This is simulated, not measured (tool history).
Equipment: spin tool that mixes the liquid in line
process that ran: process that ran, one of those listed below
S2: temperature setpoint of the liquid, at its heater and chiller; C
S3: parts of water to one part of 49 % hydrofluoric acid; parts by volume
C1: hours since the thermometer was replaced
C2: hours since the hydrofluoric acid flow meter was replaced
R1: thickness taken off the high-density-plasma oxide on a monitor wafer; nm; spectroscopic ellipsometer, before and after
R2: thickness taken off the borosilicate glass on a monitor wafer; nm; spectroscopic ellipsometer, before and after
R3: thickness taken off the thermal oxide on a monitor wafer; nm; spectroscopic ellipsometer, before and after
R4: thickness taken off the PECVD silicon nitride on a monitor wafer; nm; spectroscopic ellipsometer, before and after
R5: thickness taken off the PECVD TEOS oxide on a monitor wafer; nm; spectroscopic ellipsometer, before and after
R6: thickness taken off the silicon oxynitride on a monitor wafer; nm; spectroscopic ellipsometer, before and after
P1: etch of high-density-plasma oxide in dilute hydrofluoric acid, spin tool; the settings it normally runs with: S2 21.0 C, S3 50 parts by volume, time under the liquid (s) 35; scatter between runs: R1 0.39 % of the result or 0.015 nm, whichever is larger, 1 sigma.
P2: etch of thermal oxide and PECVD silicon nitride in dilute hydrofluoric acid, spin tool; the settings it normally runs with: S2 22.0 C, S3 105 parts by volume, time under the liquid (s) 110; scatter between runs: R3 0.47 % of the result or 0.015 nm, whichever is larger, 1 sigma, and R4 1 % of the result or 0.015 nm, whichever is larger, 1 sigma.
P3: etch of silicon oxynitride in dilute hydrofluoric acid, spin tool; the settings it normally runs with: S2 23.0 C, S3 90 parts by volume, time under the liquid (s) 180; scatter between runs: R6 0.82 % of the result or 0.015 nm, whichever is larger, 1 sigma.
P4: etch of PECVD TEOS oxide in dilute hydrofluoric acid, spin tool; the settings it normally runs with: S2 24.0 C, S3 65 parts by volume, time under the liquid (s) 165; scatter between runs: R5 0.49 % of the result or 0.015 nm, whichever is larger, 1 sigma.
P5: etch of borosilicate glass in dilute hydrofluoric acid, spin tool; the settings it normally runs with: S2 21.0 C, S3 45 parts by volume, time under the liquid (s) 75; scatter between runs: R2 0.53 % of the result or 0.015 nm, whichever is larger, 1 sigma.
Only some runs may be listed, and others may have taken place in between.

Run 1, hour 11.9: process that ran P1, S2 21.0 C, S3 50 parts by volume, time under the liquid (s) 35; C1 1468.0; C2 657.7. Result: R1 7.1861 nm.
Run 2, hour 23.3: process that ran P5, S2 21.0 C, S3 20 parts by volume, time under the liquid (s) 75; C1 1479.4; C2 669.1. Result: R2 98.076 nm.
Run 3, hour 34.8: process that ran P1, S2 21.0 C, S3 35 parts by volume, time under the liquid (s) 50; C1 1490.9; C2 680.6. Result: R1 14.9260 nm.
Run 4, hour 46.4: process that ran P2, S2 22.0 C, S3 170 parts by volume, time under the liquid (s) 110; C1 1502.5; C2 692.2. Result: R3 2.5626 nm, R4 1.3387 nm.
Run 5, hour 63.8: process that ran P1, S2 21.0 C, S3 65 parts by volume, time under the liquid (s) 60; C1 1519.9; C2 709.6. Result: R1 9.3166 nm.
Run 6, hour 81.9: process that ran P1, S2 28.0 C, S3 50 parts by volume, time under the liquid (s) 35; C1 1538.0; C2 727.7. Result: R1 9.5611 nm.
Run 7, hour 92.5: process that ran P1, S2 21.0 C, S3 50 parts by volume, time under the liquid (s) 35; C1 1548.6; C2 738.3. Result: R1 7.1791 nm.
Run 8, hour 108.2: process that ran P1, S2 21.0 C, S3 50 parts by volume, time under the liquid (s) 35; C1 1564.3; C2 754.0. Result: R1 7.1711 nm.
Run 9, hour 125.3: process that ran P1, S2 21.0 C, S3 50 parts by volume, time under the liquid (s) 50; C1 1581.4; C2 771.1. Result: R1 10.2490 nm.
Run 10, hour 135.3: process that ran P4, S2 24.0 C, S3 65 parts by volume, time under the liquid (s) 165; C1 1591.4; C2 781.1. Result: R5 27.252 nm.
Run 11, hour 152.9: process that ran P3, S2 23.0 C, S3 90 parts by volume, time under the liquid (s) 270; C1 1609.0; C2 798.7. Result: R6 4.3882 nm.
Run 12, hour 164.9: process that ran P2, S2 26.5 C, S3 105 parts by volume, time under the liquid (s) 110; C1 1621.0; C2 810.7. Result: R3 5.3314 nm, R4 2.8727 nm.
Run 13, hour 173.1: process that ran P1, S2 17.0 C, S3 50 parts by volume, time under the liquid (s) 35; C1 1629.2; C2 818.9. Result: R1 6.1177 nm.
Run 14, hour 182.4: process that ran P1, S2 21.0 C, S3 50 parts by volume, time under the liquid (s) 35; C1 1638.5; C2 828.2. Result: R1 7.2839 nm.
Run 15, hour 192.0: process that ran P3, S2 23.0 C, S3 90 parts by volume, time under the liquid (s) 180; C1 1648.1; C2 837.8. Result: R6 2.8934 nm.
Run 16, hour 202.9: process that ran P5, S2 21.0 C, S3 45 parts by volume, time under the liquid (s) 75; C1 1659.0; C2 848.7. Result: R2 42.491 nm.
Run 17, hour 212.6: process that ran P4, S2 18.0 C, S3 65 parts by volume, time under the liquid (s) 165; C1 1668.7; C2 858.4. Result: R5 21.174 nm.
Run 18, hour 230.9: process that ran P3, S2 23.0 C, S3 20 parts by volume, time under the liquid (s) 180; C1 1687.0; C2 876.7. Result: R6 14.0150 nm.
Run 19, hour 242.9: process that ran P1, S2 24.5 C, S3 50 parts by volume, time under the liquid (s) 15; C1 1699.0; C2 888.7. Result: R1 3.5592 nm.
Run 20, hour 257.1: process that ran P5, S2 21.0 C, S3 45 parts by volume, time under the liquid (s) 130; C1 1713.2; C2 902.9. Result: R2 73.153 nm.
Run 21, hour 271.6: process that ran P1, S2 21.0 C, S3 85 parts by volume, time under the liquid (s) 35; C1 1727.7; C2 917.4. Result: R1 4.0848 nm.
Run 22, hour 284.4: process that ran P1, S2 21.0 C, S3 50 parts by volume, time under the liquid (s) 15; C1 1740.5; C2 930.2. Result: R1 3.0600 nm.
Run 23, hour 299.4: process that ran P2, S2 22.0 C, S3 105 parts by volume, time under the liquid (s) 110; C1 1755.5; C2 945.2. Result: R3 4.5052 nm, R4 2.1649 nm.
Run 24, hour 315.1: process that ran P1, S2 21.0 C, S3 50 parts by volume, time under the liquid (s) 35; C1 1771.2; C2 960.9. Result: R1 7.1726 nm.
Run 25, hour 330.8: process that ran P2, S2 22.0 C, S3 105 parts by volume, time under the liquid (s) 55; C1 1786.9; C2 976.6. Result: R3 2.2516 nm, R4 1.0618 nm.
Run 26, hour 342.5: process that ran P1, S2 21.0 C, S3 50 parts by volume, time under the liquid (s) 35; C1 1798.6; C2 988.3. Result: R1 7.1790 nm.
Run 27, hour 360.7: process that ran P4, S2 24.0 C, S3 115 parts by volume, time under the liquid (s) 165; C1 1816.8; C2 1006.5. Result: R5 14.493 nm.
Run 28, hour 372.0: process that ran P5, S2 29.0 C, S3 45 parts by volume, time under the liquid (s) 75; C1 1828.1; C2 1017.8. Result: R2 58.873 nm.
Run 29, hour 380.2: process that ran P4, S2 24.0 C, S3 65 parts by volume, time under the liquid (s) 310; C1 1836.3; C2 1026.0. Result: R5 51.089 nm.
Run 30, hour 397.0: process that ran P1, S2 21.0 C, S3 25 parts by volume, time under the liquid (s) 35; C1 1853.1; C2 1042.8. Result: R1 14.8620 nm.
Run 31, hour 414.1: process that ran P3, S2 28.0 C, S3 90 parts by volume, time under the liquid (s) 180; C1 1870.2; C2 1059.9. Result: R6 3.6664 nm.
Run 32, hour 431.1: process that ran P1, S2 21.0 C, S3 50 parts by volume, time under the liquid (s) 35; C1 1887.2; C2 1076.9. Result: R1 7.2150 nm.
Run 33, hour 443.8: process that ran P1, S2 21.0 C, S3 50 parts by volume, time under the liquid (s) 35; C1 1899.9; C2 1089.6. Result: R1 7.1833 nm.
Run 34, hour 455.8: process that ran P1, S2 21.0 C, S3 50 parts by volume, time under the liquid (s) 35; C1 1911.9; C2 1101.6. Result: R1 7.0719 nm.
Run 35, hour 469.5: process that ran P1, S2 21.0 C, S3 50 parts by volume, time under the liquid (s) 35; C1 1925.6; C2 1115.3. Result: R1 6.9551 nm.
Run 36, hour 479.3: process that ran P1, S2 21.0 C, S3 50 parts by volume, time under the liquid (s) 35; C1 1935.4; C2 1125.1. Result: R1 6.8762 nm.
Run 37, hour 491.9: process that ran P1, S2 21.0 C, S3 50 parts by volume, time under the liquid (s) 35; C1 1948.0; C2 1137.7. Result: R1 6.8523 nm.
Run 38, hour 509.0: process that ran P1, S2 21.0 C, S3 50 parts by volume, time under the liquid (s) 35; C1 1965.1; C2 1154.8. Result: R1 6.8233 nm.
Run 39, hour 517.0: process that ran P1, S2 21.0 C, S3 50 parts by volume, time under the liquid (s) 35; C1 1973.1; C2 1162.8. Result: R1 6.8199 nm.
Run 40, hour 533.8: process that ran P1, S2 21.0 C, S3 50 parts by volume, time under the liquid (s) 35; C1 1989.9; C2 1179.6. Result: R1 6.7752 nm.
Run 41, hour 551.8: process that ran P1, S2 21.0 C, S3 50 parts by volume, time under the liquid (s) 35; C1 2007.9; C2 1197.6. Result: R1 6.8167 nm.
Run 42, hour 569.6: process that ran P1, S2 21.0 C, S3 50 parts by volume, time under the liquid (s) 35; C1 2025.7; C2 1215.4. Result: R1 6.7572 nm.
Run 43, hour 586.6: process that ran P1, S2 21.0 C, S3 50 parts by volume, time under the liquid (s) 35; C1 2042.7; C2 1232.4. Result: R1 6.7238 nm.

Compared with where it was, what P1 gives has crept away. Each cause listed below fits the log as well as the rest, at the size given for it:
A: hydrofluoric acid flow below the setpoint (%) = 5.55
B: liquid colder than its thermometer reads (K) = 1.44
The process output started creeping at around hour 443.8.

The 4 check runs listed below each average the results of 5 wafers, and their outcomes are marked with question marks. Under which run would the listed causes produce clearly different results?
Run check 1, hour 603.6: process that ran P5, S2 21.0 C, S3 45 parts by volume, time under the liquid (s) 75. Result: R2 ?.
Run check 2, hour 603.6: process that ran P2, S2 22.0 C, S3 105 parts by volume, time under the liquid (s) 110. Result: R3 ?, R4 ?.
Run check 3, hour 603.6: process that ran P3, S2 23.0 C, S3 90 parts by volume, time under the liquid (s) 180. Result: R6 ?.
Run check 4, hour 603.6: process that ran P4, S2 24.0 C, S3 65 parts by volume, time under the liquid (s) 165. Result: R5 ?.

Outcome of each check run for each possible cause:
  check  result    if A    if B
check 1      R2  39.899  39.860
check 2      R3  4.2261  4.2514
check 2      R4  2.0284  1.9474
check 3      R6  2.7743  2.7519
check 4      R5  25.557  25.637
Per-check spread between the two closest causes, in the result where they differ most: check 1 0.1 %; check 2 4.08 %; check 3 0.81 %; check 4 0.31 %
The other checks would show nearly matching results whichever cause is true, so check 2 is the only one that separates the causes.

After running check 2, the following was obtained: R3 4.2155 nm; R4 2.0272 nm. Which cause does this point to?

It was cause A: hydrofluoric acid flow below the setpoint (%).
